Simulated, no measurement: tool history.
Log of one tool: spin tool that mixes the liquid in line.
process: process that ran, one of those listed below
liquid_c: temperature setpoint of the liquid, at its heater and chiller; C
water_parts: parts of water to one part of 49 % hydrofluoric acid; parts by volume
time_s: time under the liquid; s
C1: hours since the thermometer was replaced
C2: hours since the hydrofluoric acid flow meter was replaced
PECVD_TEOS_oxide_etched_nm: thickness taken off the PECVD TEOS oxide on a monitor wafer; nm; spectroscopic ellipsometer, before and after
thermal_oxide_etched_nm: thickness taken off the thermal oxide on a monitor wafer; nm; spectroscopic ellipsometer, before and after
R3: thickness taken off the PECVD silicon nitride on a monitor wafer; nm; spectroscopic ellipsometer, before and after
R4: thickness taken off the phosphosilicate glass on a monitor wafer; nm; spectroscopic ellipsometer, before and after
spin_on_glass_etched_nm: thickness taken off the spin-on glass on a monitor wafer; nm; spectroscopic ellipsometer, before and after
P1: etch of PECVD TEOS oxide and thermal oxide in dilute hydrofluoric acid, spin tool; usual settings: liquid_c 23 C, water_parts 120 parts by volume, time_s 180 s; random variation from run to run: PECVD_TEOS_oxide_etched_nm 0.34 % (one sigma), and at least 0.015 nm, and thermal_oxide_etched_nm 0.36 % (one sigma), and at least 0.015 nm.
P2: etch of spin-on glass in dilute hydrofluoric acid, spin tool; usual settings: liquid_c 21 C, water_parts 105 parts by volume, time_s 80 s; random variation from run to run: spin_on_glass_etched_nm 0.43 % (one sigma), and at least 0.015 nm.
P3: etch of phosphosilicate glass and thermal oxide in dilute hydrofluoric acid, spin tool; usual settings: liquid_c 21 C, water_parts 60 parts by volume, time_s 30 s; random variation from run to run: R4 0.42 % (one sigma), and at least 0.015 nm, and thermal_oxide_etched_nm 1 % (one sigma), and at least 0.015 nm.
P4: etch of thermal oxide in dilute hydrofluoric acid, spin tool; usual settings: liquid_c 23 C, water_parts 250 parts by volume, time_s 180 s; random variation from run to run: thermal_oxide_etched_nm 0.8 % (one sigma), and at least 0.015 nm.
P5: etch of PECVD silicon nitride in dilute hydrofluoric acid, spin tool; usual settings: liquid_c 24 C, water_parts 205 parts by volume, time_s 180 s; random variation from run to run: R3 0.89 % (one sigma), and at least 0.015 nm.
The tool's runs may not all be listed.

run 1 day=0.225 | process=P1 liquid_c=23 water_parts=120 time_s=180 | C1=756 C2=108.4 | PECVD_TEOS_oxide_etched_nm=11.893 thermal_oxide_etched_nm=6.1936
run 2 day=0.404 | process=P1 liquid_c=26 water_parts=80 time_s=180 | C1=760.3 C2=112.7 | PECVD_TEOS_oxide_etched_nm=20.864 thermal_oxide_etched_nm=11.022
run 3 day=0.662 | process=P5 liquid_c=24 water_parts=205 time_s=180 | C1=766.5 C2=118.9 | R3=2.5923
run 4 day=0.783 | process=P5 liquid_c=24 water_parts=55 time_s=180 | C1=769.4 C2=121.8 | R3=9.643
run 5 day=0.954 | process=P4 liquid_c=23 water_parts=250 time_s=180 | C1=773.5 C2=125.9 | thermal_oxide_etched_nm=3.0404
run 6 day=1.167 | process=P3 liquid_c=28 water_parts=60 time_s=30 | C1=778.6 C2=131 | thermal_oxide_etched_nm=2.9077 R4=77.126
run 7 day=1.3 | process=P5 liquid_c=28 water_parts=205 time_s=180 | C1=781.8 C2=134.2 | R3=3.3192
run 8 day=1.446 | process=P1 liquid_c=17 water_parts=120 time_s=180 | C1=785.3 C2=137.7 | PECVD_TEOS_oxide_etched_nm=9.3273 thermal_oxide_etched_nm=4.8723
run 9 day=1.604 | process=P2 liquid_c=21 water_parts=105 time_s=80 | C1=789.1 C2=141.5 | spin_on_glass_etched_nm=21.594
run 10 day=1.871 | process=P2 liquid_c=21 water_parts=105 time_s=145 | C1=795.5 C2=147.9 | spin_on_glass_etched_nm=39.375
run 11 day=2.125 | process=P3 liquid_c=21 water_parts=60 time_s=30 | C1=801.6 C2=154 | thermal_oxide_etched_nm=2.214 R4=57.669
run 12 day=2.392 | process=P2 liquid_c=29 water_parts=105 time_s=80 | C1=808 C2=160.4 | spin_on_glass_etched_nm=29.654
run 13 day=2.658 | process=P4 liquid_c=23 water_parts=95 time_s=180 | C1=814.4 C2=166.8 | thermal_oxide_etched_nm=9.2594
run 14 day=2.879 | process=P3 liquid_c=21 water_parts=60 time_s=55 | C1=819.7 C2=172.1 | thermal_oxide_etched_nm=4.1109 R4=106.09
run 15 day=3.029 | process=P1 liquid_c=23 water_parts=120 time_s=180 | C1=823.3 C2=175.7 | PECVD_TEOS_oxide_etched_nm=11.829 thermal_oxide_etched_nm=6.2064
run 16 day=3.204 | process=P1 liquid_c=29.5 water_parts=120 time_s=180 | C1=827.5 C2=179.9 | PECVD_TEOS_oxide_etched_nm=15.171 thermal_oxide_etched_nm=7.9081
run 17 day=3.362 | process=P3 liquid_c=21 water_parts=90 time_s=30 | C1=831.3 C2=183.7 | thermal_oxide_etched_nm=1.4352 R4=37.362
run 18 day=3.488 | process=P1 liquid_c=23 water_parts=120 time_s=350 | C1=834.3 C2=186.7 | PECVD_TEOS_oxide_etched_nm=23.023 thermal_oxide_etched_nm=12.029
run 19 day=3.621 | process=P4 liquid_c=17 water_parts=250 time_s=180 | C1=837.5 C2=189.9 | thermal_oxide_etched_nm=2.3622
run 20 day=3.879 | process=P1 liquid_c=23 water_parts=60 time_s=180 | C1=843.7 C2=196.1 | PECVD_TEOS_oxide_etched_nm=25.556 thermal_oxide_etched_nm=13.341
run 21 day=4.133 | process=P1 liquid_c=23 water_parts=120 time_s=180 | C1=849.8 C2=202.2 | PECVD_TEOS_oxide_etched_nm=11.897 thermal_oxide_etched_nm=6.1993
run 22 day=4.296 | process=P1 liquid_c=23 water_parts=120 time_s=180 | C1=853.7 C2=206.1 | PECVD_TEOS_oxide_etched_nm=11.747 thermal_oxide_etched_nm=6.27
run 23 day=4.512 | process=P1 liquid_c=27 water_parts=120 time_s=15 | C1=858.9 C2=211.3 | PECVD_TEOS_oxide_etched_nm=1.1358 thermal_oxide_etched_nm=0.60165
run 24 day=4.692 | process=P1 liquid_c=23 water_parts=120 time_s=50 | C1=863.2 C2=215.6 | PECVD_TEOS_oxide_etched_nm=3.3024 thermal_oxide_etched_nm=1.7207
run 25 day=4.904 | process=P2 liquid_c=21 water_parts=105 time_s=80 | C1=868.3 C2=220.7 | spin_on_glass_etched_nm=21.517
run 26 day=5.054 | process=P1 liquid_c=23 water_parts=120 time_s=180 | C1=871.9 C2=224.3 | PECVD_TEOS_oxide_etched_nm=11.836 thermal_oxide_etched_nm=6.1448
run 27 day=5.271 | process=P4 liquid_c=23 water_parts=250 time_s=40 | C1=877.1 C2=229.5 | thermal_oxide_etched_nm=0.68935
run 28 day=5.496 | process=P2 liquid_c=21 water_parts=180 time_s=80 | C1=882.5 C2=234.9 | spin_on_glass_etched_nm=11.697
run 29 day=5.708 | process=P5 liquid_c=24 water_parts=205 time_s=320 | C1=887.6 C2=240 | R3=4.7209
run 30 day=5.962 | process=P1 liquid_c=23 water_parts=120 time_s=180 | C1=893.7 C2=246.1 | PECVD_TEOS_oxide_etched_nm=11.792 thermal_oxide_etched_nm=6.1658
run 31 day=6.129 | process=P4 liquid_c=23 water_parts=250 time_s=180 | C1=897.7 C2=250.1 | thermal_oxide_etched_nm=2.9982
run 32 day=6.333 | process=P1 liquid_c=23 water_parts=190 time_s=180 | C1=902.6 C2=255 | PECVD_TEOS_oxide_etched_nm=6.8917 thermal_oxide_etched_nm=3.6177
run 33 day=6.604 | process=P1 liquid_c=23 water_parts=120 time_s=180 | C1=909.1 C2=261.5 | PECVD_TEOS_oxide_etched_nm=11.786 thermal_oxide_etched_nm=6.156
run 34 day=6.788 | process=P1 liquid_c=23 water_parts=120 time_s=180 | C1=913.5 C2=265.9 | PECVD_TEOS_oxide_etched_nm=11.455 thermal_oxide_etched_nm=6.0038
run 35 day=6.975 | process=P1 liquid_c=23 water_parts=120 time_s=180 | C1=918 C2=270.4 | PECVD_TEOS_oxide_etched_nm=11.196 thermal_oxide_etched_nm=5.8372
run 36 day=7.133 | process=P1 liquid_c=23 water_parts=120 time_s=180 | C1=921.8 C2=274.2 | PECVD_TEOS_oxide_etched_nm=10.997 thermal_oxide_etched_nm=5.7696

Forecast run 37:
run 37 day=7.383 | process=P1 liquid_c=23 water_parts=120 time_s=180 | C1=927.8 C2=280.2 | PECVD_TEOS_oxide_etched_nm=? thermal_oxide_etched_nm=?

PECVD_TEOS_oxide_etched_nm: 10.869 nm
thermal_oxide_etched_nm: 5.7342 nm

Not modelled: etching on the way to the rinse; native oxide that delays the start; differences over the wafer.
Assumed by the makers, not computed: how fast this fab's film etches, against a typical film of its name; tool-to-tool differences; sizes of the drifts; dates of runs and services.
